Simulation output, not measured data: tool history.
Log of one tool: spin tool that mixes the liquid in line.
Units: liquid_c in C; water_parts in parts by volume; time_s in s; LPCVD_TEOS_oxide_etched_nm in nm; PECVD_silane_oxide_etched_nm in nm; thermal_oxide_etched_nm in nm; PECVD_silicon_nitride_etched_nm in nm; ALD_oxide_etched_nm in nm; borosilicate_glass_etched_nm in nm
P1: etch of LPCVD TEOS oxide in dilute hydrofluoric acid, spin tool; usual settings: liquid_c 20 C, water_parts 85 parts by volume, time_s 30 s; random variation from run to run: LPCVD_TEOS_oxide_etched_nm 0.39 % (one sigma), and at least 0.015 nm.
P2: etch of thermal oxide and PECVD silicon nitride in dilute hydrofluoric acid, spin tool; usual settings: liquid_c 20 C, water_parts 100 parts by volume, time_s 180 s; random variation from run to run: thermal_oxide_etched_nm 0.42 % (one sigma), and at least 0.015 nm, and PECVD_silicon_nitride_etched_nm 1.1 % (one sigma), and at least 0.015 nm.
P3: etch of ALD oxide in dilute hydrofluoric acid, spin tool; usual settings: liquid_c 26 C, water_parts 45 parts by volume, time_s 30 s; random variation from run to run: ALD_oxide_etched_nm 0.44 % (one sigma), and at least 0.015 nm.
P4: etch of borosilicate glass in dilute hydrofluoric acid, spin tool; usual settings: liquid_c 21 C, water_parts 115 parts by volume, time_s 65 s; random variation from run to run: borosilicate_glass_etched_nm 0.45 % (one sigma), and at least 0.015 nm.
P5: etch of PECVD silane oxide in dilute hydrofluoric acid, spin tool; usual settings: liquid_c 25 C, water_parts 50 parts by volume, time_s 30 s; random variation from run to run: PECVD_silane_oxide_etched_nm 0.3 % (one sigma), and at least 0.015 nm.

run	hour	process	liquid_c	water_parts	time_s	hours since the thermometer was replaced	hours since the hydrofluoric acid flow meter was replaced	LPCVD_TEOS_oxide_etched_nm	PECVD_silane_oxide_etched_nm	thermal_oxide_etched_nm	PECVD_silicon_nitride_etched_nm	ALD_oxide_etched_nm	borosilicate_glass_etched_nm
1	2.5	P1	20	85	30	706.2	230.1	11.223					
2	5.2	P5	25	50	15	708.9	232.8		11.623				
3	10.2	P5	25	50	30	713.9	237.8		23.158				
4	15	P1	20	140	30	718.7	242.6	6.3451					
5	19.8	P5	25	80	30	723.5	247.4		13.818				
6	24	P1	20	85	30	727.7	251.6	11.217					
7	26.5	P1	20	120	55	730.2	254.1	13.98					
8	31.5	P2	17	100	180	735.2	259.1			6.2504	1.9577		
9	34.1	P1	20	85	15	737.8	261.7	5.5619					
10	37.8	P3	26	45	30	741.5	265.4					14.918	
11	41.6	P5	29	50	30	745.3	269.2		27.201				
12	46.4	P1	28.5	85	30	750.1	274	15.678					
13	49.6	P3	26	45	15	753.3	277.2					7.5148	
14	52.8	P1	20	85	30	756.5	280.4	11.11					
15	55.8	P1	20	40	30	759.5	283.4	25.161					
16	60.4	P2	20	100	330	764.1	288			12.827	4.398		
17	64	P2	20	60	180	767.7	291.6			12.316	4.0335		
18	69	P4	21	115	120	772.7	296.6						28.065
19	72.5	P3	26	20	30	776.2	300.1					34.608	
20	75.6	P1	20	85	30	779.3	303.2	11.23					
21	79.6	P4	21	115	65	783.3	307.2						14.963
22	83.3	P3	26	45	30	787	310.9					14.976	
23	85.8	P1	20	85	30	789.5	313.4	11.189					
24	90.3	P4	17	115	65	794	317.9						12.811
25	94.1	P3	20.5	45	30	797.8	321.7					11.939	
26	98.8	P4	21	20	65	802.5	326.4						96.904
# hour 99.7: hydrofluoric acid flow meter replaced
27	101.6	P2	20	100	180	805.3	1.9			6.982	2.4202		
28	105.9	P1	17	85	30	809.6	6.2	9.8432					
# hour 106.7: thermometer replaced
29	109	P5	25	50	30	2.4	9.3		22.884				
30	113.5	P1	20	85	45	6.9	13.8	16.756					
31	116	P1	20	120	60	9.4	16.3	15.224					
32	120.2	P1	20	85	30	13.6	20.5	11.275					
33	123.7	P1	20	85	30	17.1	24	10.73					

The next listed run, before its measurement:
34	128.1	P1	20	85	30	21.5	28.4	?					

Run 34 gave LPCVD_TEOS_oxide_etched_nm 10.452 nm.

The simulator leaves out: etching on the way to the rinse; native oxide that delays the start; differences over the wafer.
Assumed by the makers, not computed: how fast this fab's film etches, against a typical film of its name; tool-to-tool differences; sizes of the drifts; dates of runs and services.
